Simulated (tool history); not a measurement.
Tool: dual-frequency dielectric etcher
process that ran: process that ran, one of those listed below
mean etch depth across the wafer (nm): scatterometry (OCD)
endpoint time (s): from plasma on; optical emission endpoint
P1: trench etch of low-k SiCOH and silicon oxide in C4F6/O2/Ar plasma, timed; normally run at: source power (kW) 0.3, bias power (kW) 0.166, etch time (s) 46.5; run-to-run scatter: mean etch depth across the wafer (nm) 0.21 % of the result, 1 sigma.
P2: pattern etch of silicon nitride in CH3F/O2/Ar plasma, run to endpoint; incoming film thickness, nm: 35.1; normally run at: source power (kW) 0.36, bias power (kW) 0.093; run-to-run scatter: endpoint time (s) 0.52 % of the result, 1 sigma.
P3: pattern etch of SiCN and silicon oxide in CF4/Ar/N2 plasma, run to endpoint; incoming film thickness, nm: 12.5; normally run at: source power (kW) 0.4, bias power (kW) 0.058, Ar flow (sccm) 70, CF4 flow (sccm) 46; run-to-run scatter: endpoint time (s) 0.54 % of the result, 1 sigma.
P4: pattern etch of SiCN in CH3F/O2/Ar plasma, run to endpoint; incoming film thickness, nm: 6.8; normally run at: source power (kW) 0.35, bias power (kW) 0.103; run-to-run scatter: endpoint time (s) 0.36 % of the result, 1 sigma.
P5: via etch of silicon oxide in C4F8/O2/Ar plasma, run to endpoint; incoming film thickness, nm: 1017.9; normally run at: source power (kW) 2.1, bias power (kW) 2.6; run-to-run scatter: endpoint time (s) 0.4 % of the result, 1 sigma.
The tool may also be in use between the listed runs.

run	hour	process that ran	source power (kW)	bias power (kW)	etch time (s)	Ar flow (sccm)	CF4 flow (sccm)	hours since the last wet clean	hours since the last source power generator calibration	hours since the last bias power generator calibration	mean etch depth across the wafer (nm)	endpoint time (s)
1	14.3	P1	0.3	0.166	46.5			244	427.3	1787.2	138.03	
2	24.2	P1	0.3	0.123	46.5			253.9	437.2	1797.1	125.69	
3	30.9	P1	0.3	0.166	46.5			260.6	443.9	1803.8	138.17	
4	44.1	P1	0.43	0.138	46.5			273.8	457.1	1817	149.28	
5	54.7	P3	0.4	0.058		70	62	284.4	467.7	1827.6		16.067
6	62.7	P5	2.57	2.6				292.4	475.7	1835.6		168.62
7	76.5	P2	0.36	0.093				306.2	489.5	1849.4		48.159
8	82.8	P1	0.3	0.218	46.5			312.5	495.8	1855.7	150.3	
9	96.6	P1	0.3	0.166	46.5			326.3	509.6	1869.5	137.96	
# hour 102.3: source power generator calibrated
10	104.7	P3	0.56	0.058		70	46	334.4	2.4	1877.6		12.553
11	112.1	P5	2.1	2.6				341.8	9.8	1885		181
12	120.7	P5	2.1	2.6				350.4	18.4	1893.6		181.15
13	128.9	P2	0.36	0.093				358.6	26.6	1901.8		47.788
14	143	P3	0.4	0.071		70	46	372.7	40.7	1915.9		15.763
# hour 146.7: wet clean of the chamber
15	153.4	P1	0.42	0.166	46.5			6.8	51.1	1926.3	156.53	
16	159.8	P2	0.36	0.125				13.2	57.5	1932.7		42.703
17	166.6	P1	0.3	0.219	30			20	64.3	1939.5	97.341	
18	175.2	P1	0.3	0.107	66			28.6	72.9	1948.1	171.62	
19	189.5	P4	0.35	0.061				42.9	87.2	1962.4		20.368
20	202.8	P1	0.3	0.166	46.5			56.2	100.5	1975.7	137.66	
21	209.9	P3	0.4	0.058		43	46	63.3	107.6	1982.8		15.597
22	224.1	P1	0.17	0.166	46.5			77.5	121.8	1997	110.26	
23	230.5	P1	0.3	0.166	64.5			83.9	128.2	2003.4	191.14	
24	240.7	P5	2.1	3.531				94.1	138.4	2013.6		166.19
25	254.4	P3	0.4	0.058		70	46	107.8	152.1	2027.3		16.833
26	268.1	P4	0.5	0.103				121.5	165.8	2041		14.776
27	278.4	P1	0.3	0.166	46.5			131.8	176.1	2051.3	137.8	
28	285.8	P1	0.3	0.166	27.5			139.2	183.5	2058.7	81.157	
29	298.3	P2	0.22	0.093				151.7	196	2071.2		57.567
30	307.9	P4	0.35	0.103				161.3	205.6	2080.8		16.857
31	320.8	P3	0.4	0.058		70	46	174.2	218.5	2093.7		16.725
32	329.1	P1	0.3	0.166	46.5			182.5	226.8	2102	138.16	
33	337.3	P1	0.3	0.166	46.5			190.7	235	2110.2	136.81	
34	348	P1	0.3	0.166	46.5			201.4	245.7	2120.9	135.57	
35	362.5	P1	0.3	0.166	46.5			215.9	260.2	2135.4	135.54	
36	373.7	P1	0.3	0.166	46.5			227.1	271.4	2146.6	135.6	
# hour 375.5: wet clean of the chamber
37	380.7	P1	0.3	0.166	46.5			5.3	278.4	2153.6	135.46	
38	394.5	P1	0.3	0.166	46.5			19.1	292.2	2167.4	135.53	
39	402.6	P1	0.3	0.166	46.5			27.2	300.3	2175.5	135.54	

What P1 gives has crept away from where it was. These 2 causes fit the log equally well, each at the size given:
A: source power that arrives under what is set, % = 3.88
B: bias power that arrives under what is set, % = 4.76
The creep began at about hour 329.1.
Why every other cause is out:
chamber walls in a state that lowers the etch rate, %: serviced at hour 375.5, which brought nothing back

4 check runs are offered, each on 5 wafers whose results are averaged, their results left as question marks. Which one tells the causes apart?
check 1	410.7	P2	0.25	0.123								?
check 2	410.7	P5	2.1	3.491								?
check 3	410.7	P3	0.4	0.058		46	46					?
check 4	410.7	P4	0.48	0.063								?

What each check would give under each cause:
check	result	if A	if B
check 1	endpoint time (s)	49.923	50.15
check 2	endpoint time (s)	167.39	167.42
check 3	endpoint time (s)	16.311	15.982
check 4	endpoint time (s)	18.078	18.102
How far apart the two closest causes lie, in the result that separates them most: check 1 0.45 %; check 2 0.02 %; check 3 2.04 %; check 4 0.13 %
Check 3 tells the causes apart: in the others they would give nearly the same result.

Check 3 was then run and gave: endpoint time (s) 15.961. Which cause is it?

It is B: bias power that arrives under what is set, %.

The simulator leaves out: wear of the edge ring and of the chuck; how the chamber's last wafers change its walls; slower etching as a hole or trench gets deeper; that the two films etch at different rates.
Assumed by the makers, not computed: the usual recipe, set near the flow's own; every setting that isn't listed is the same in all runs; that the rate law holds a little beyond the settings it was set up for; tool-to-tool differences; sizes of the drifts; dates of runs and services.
